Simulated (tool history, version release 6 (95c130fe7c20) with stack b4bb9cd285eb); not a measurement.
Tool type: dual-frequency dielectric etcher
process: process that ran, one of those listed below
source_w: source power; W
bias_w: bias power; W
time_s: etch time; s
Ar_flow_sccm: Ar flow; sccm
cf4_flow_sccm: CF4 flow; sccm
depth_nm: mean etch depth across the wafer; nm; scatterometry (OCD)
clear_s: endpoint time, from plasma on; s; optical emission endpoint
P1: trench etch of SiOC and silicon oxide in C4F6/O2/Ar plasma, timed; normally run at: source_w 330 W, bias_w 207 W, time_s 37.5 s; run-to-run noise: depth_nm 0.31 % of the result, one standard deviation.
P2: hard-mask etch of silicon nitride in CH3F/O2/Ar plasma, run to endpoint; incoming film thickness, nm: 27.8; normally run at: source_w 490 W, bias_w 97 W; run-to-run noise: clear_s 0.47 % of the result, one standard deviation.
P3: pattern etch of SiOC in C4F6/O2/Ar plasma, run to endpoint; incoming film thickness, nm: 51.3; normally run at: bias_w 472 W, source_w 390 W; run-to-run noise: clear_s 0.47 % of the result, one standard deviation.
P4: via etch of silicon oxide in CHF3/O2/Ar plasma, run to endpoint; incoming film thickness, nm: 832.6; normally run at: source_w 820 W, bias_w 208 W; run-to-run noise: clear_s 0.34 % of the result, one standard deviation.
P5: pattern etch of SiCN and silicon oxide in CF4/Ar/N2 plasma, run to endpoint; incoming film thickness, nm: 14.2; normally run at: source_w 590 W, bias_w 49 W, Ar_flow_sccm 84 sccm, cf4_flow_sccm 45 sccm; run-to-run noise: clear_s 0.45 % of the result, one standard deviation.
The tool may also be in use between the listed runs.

run,hour,process,source_w,bias_w,time_s,Ar_flow_sccm,cf4_flow_sccm,hours since the last wet clean,hours since the last source power generator calibration,hours since the last bias power generator calibration,depth_nm,clear_s
1,7.9,P1,330,207,37.5,,,104.9,727.4,1165.3,71.288,
2,19,P5,590,67,,84,45,116,738.5,1176.4,,13.59
3,30.3,P3,550,472,,,,127.3,749.8,1187.7,,15.241
4,40.3,P3,390,472,,,,137.3,759.8,1197.7,,17.555
# hour 45.7: wet clean of the chamber
5,52,P1,330,121,37.5,,,6.4,771.5,1209.4,60.366,
6,60,P1,330,207,37.5,,,14.4,779.5,1217.4,71.078,
7,68.9,P1,330,207,37.5,,,23.3,788.4,1226.3,71.184,
8,82.2,P5,590,49,,84,45,36.6,801.7,1239.6,,15.05
9,94.9,P1,330,207,37.5,,,49.3,814.4,1252.3,71.347,
10,107,P2,490,97,,,,61.4,826.5,1264.4,,33.526
11,115.1,P1,330,207,37.5,,,69.5,834.6,1272.5,71.27,
12,126.9,P1,330,207,55.5,,,81.3,846.4,1284.3,105.33,
13,138.4,P2,300,97,,,,92.8,857.9,1295.8,,40.147
# hour 139.9: bias power generator calibrated
14,149,P1,430,207,37.5,,,103.4,868.5,9.1,78.702,
15,160.3,P1,250,253,37.5,,,114.7,879.8,20.4,68.617,
16,166.9,P3,390,472,,,,121.3,886.4,27,,17.469
17,174.6,P4,820,293,,,,129,894.1,34.7,,322.4
18,182.2,P3,390,652,,,,136.6,901.7,42.3,,15.505
19,193.8,P1,330,207,26,,,148.2,913.3,53.9,49.293,
20,203.9,P2,490,57,,,,158.3,923.4,64,,40.129
21,217.4,P5,590,49,,110,45,171.8,936.9,77.5,,15.924
22,227,P5,590,49,,84,27,181.4,946.5,87.1,,16.632
23,235.2,P1,250,207,37.5,,,189.6,954.7,95.3,64.066,
24,245.3,P4,820,208,,,,199.7,964.8,105.4,,361.81
25,254.9,P1,330,264,37.5,,,209.3,974.4,115,77.404,
26,269,P4,820,208,,,,223.4,988.5,129.1,,363.58
27,275.3,P5,350,49,,84,45,229.7,994.8,135.4,,23.883
28,289.4,P2,490,97,,,,243.8,1008.9,149.5,,33.823
29,302.9,P4,1080,208,,,,257.3,1022.4,163,,327.45
30,316.8,P1,330,207,37.5,,,271.2,1036.3,176.9,71.197,
31,330,P1,330,207,37.5,,,284.4,1049.5,190.1,71.599,
32,339,P1,330,207,37.5,,,293.4,1058.5,199.1,71.845,
33,350.6,P1,330,207,37.5,,,305,1070.1,210.7,71.917,
34,359.8,P1,330,207,37.5,,,314.2,1079.3,219.9,71.964,
35,368.3,P1,330,207,37.5,,,322.7,1087.8,228.4,72.286,
# hour 373.3: wet clean of the chamber
36,376.5,P1,330,207,37.5,,,3.3,1096,236.6,72.324,
37,383.4,P1,330,207,37.5,,,10.2,1102.9,243.5,71.991,
38,396.7,P1,330,207,37.5,,,23.5,1116.2,256.8,72.002,
39,403.8,P1,330,207,37.5,,,30.6,1123.3,263.9,72.241,
40,417.8,P1,330,207,37.5,,,44.6,1137.3,277.9,72.37,
41,426.7,P1,330,207,37.5,,,53.5,1146.2,286.8,72.207,

The output of P1 has drifted from where it used to be. Each of the 2 causes below, taken at the size shown beside it, accounts for the log equally well:
A: source power that arrives over what is set, % = 4.09
B: bias power that arrives over what is set, % = 4.75
Creep in the process output first set in at about hour 316.8.
Other possible causes, and why each is ruled out:
chamber walls in a state that raises the etch rate, %: serviced at hour 373.3, after the change had begun; the process did not return to its earlier output

4 check runs are offered, each on 3 wafers whose results are averaged, their results left as question marks. Which one tells the causes apart?
check 1,435.6,P4,820,208,,,,,,,,?
check 2,435.6,P2,490,97,,,,,,,,?
check 3,435.6,P5,590,49,,84,45,,,,,?
check 4,435.6,P3,390,472,,,,,,,,?

How each check would come out, cause by cause:
check,result,if A,if B
check 1,clear_s,358.64,358.46
check 2,clear_s,33.06,33.002
check 3,clear_s,14.49,14.797
check 4,clear_s,17.238,17.197
Smallest distance between any two causes, each pair judged by its most separating result, in per cent: check 1 0.05 %; check 2 0.18 %; check 3 2.1 %; check 4 0.24 %
Only in check 3 would the causes give clearly different results; in the remaining checks their results would be nearly the same.

With check 3 done, the readings were: clear_s 14.53 s. Identify which of the listed causes applies.

The correct cause is A, namely: source power that arrives over what is set, %.

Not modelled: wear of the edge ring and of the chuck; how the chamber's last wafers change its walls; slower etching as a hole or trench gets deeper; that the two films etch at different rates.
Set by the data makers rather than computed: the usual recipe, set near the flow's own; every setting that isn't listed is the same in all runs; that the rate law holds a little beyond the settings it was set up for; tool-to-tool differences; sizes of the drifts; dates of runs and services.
